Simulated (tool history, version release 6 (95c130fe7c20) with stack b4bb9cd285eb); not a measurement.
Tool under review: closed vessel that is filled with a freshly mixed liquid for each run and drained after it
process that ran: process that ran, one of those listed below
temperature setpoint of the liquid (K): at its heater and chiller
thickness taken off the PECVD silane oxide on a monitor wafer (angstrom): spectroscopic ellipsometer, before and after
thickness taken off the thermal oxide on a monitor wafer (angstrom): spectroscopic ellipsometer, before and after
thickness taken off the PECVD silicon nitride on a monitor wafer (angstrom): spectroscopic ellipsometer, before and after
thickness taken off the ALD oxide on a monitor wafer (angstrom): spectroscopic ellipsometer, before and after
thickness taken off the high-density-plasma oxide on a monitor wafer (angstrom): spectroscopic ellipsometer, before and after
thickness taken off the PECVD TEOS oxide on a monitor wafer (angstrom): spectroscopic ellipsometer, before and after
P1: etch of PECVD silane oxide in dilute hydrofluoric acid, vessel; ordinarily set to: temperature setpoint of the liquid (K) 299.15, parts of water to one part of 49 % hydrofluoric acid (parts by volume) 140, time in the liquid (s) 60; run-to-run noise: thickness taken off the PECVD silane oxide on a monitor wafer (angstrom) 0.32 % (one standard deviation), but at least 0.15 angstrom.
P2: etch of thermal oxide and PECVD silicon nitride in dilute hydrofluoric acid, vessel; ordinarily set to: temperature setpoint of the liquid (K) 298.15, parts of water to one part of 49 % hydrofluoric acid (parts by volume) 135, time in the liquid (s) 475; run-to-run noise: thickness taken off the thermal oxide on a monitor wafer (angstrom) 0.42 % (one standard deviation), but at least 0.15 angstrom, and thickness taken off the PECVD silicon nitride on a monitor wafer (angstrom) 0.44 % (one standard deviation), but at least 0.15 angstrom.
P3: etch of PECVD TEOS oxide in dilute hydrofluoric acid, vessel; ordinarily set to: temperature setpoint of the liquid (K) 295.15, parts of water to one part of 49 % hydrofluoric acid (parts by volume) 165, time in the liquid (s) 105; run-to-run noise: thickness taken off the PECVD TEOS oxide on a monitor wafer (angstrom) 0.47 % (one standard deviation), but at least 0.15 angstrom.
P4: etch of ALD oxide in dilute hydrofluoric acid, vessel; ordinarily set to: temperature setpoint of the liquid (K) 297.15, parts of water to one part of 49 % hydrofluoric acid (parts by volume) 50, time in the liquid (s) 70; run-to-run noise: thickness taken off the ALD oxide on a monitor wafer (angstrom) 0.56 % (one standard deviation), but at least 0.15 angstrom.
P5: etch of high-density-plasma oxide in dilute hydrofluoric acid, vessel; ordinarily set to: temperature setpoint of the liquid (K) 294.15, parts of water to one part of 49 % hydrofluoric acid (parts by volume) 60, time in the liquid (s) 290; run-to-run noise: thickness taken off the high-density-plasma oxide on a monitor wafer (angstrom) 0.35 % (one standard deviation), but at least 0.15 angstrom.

run,hour,process that ran,temperature setpoint of the liquid (K),parts of water to one part of 49 % hydrofluoric acid (parts by volume),time in the liquid (s),thickness taken off the PECVD silane oxide on a monitor wafer (angstrom),thickness taken off the thermal oxide on a monitor wafer (angstrom),thickness taken off the PECVD silicon nitride on a monitor wafer (angstrom),thickness taken off the ALD oxide on a monitor wafer (angstrom),thickness taken off the high-density-plasma oxide on a monitor wafer (angstrom),thickness taken off the PECVD TEOS oxide on a monitor wafer (angstrom)
1,3.1,P1,299.15,140,60,110.86,,,,,
2,6.7,P2,298.15,135,475,,160.93,160.48,,,
3,12.1,P4,297.15,85,70,,,,157.51,,
4,14.9,P4,297.15,50,70,,,,279.96,,
5,20.2,P5,294.15,60,290,,,,,224.39,
6,23,P1,299.15,245,60,56.496,,,,,
7,26,P1,299.15,140,60,111.01,,,,,
8,29,P1,299.15,140,60,111.91,,,,,
9,31.9,P5,294.15,100,290,,,,,128.3,
10,36.8,P4,290.15,50,70,,,,206.91,,
11,41.9,P3,295.15,165,30,,,,,,19.276
12,45.8,P2,298.15,25,475,,1001.3,830.66,,,
13,50.3,P5,294.15,60,290,,,,,224.52,
14,54.4,P3,295.15,45,105,,,,,,283.68
15,57.3,P1,294.65,190,60,64.957,,,,,
16,60.8,P2,294.15,135,475,,137.93,122.28,,,
17,66,P1,293.65,140,60,89.859,,,,,
18,70.3,P3,295.15,165,105,,,,,,66.686
19,73.9,P2,298.15,135,115,,39.004,38.749,,,
20,78.9,P5,294.15,60,445,,,,,344.1,
21,82.2,P1,303.15,140,30,64.566,,,,,
22,87.5,P1,299.15,140,30,55.09,,,,,
23,92.9,P5,301.65,60,290,,,,,304.55,
24,96.3,P1,299.15,140,60,110.95,,,,,
25,101.4,P1,299.15,140,115,213.73,,,,,

Run 26, settings as shown, results not yet in. Your forecast:
26,105.4,P1,299.15,140,60,?,,,,,

{"run 26": {"thickness taken off the PECVD silane oxide on a monitor wafer (angstrom)": 110.73}}

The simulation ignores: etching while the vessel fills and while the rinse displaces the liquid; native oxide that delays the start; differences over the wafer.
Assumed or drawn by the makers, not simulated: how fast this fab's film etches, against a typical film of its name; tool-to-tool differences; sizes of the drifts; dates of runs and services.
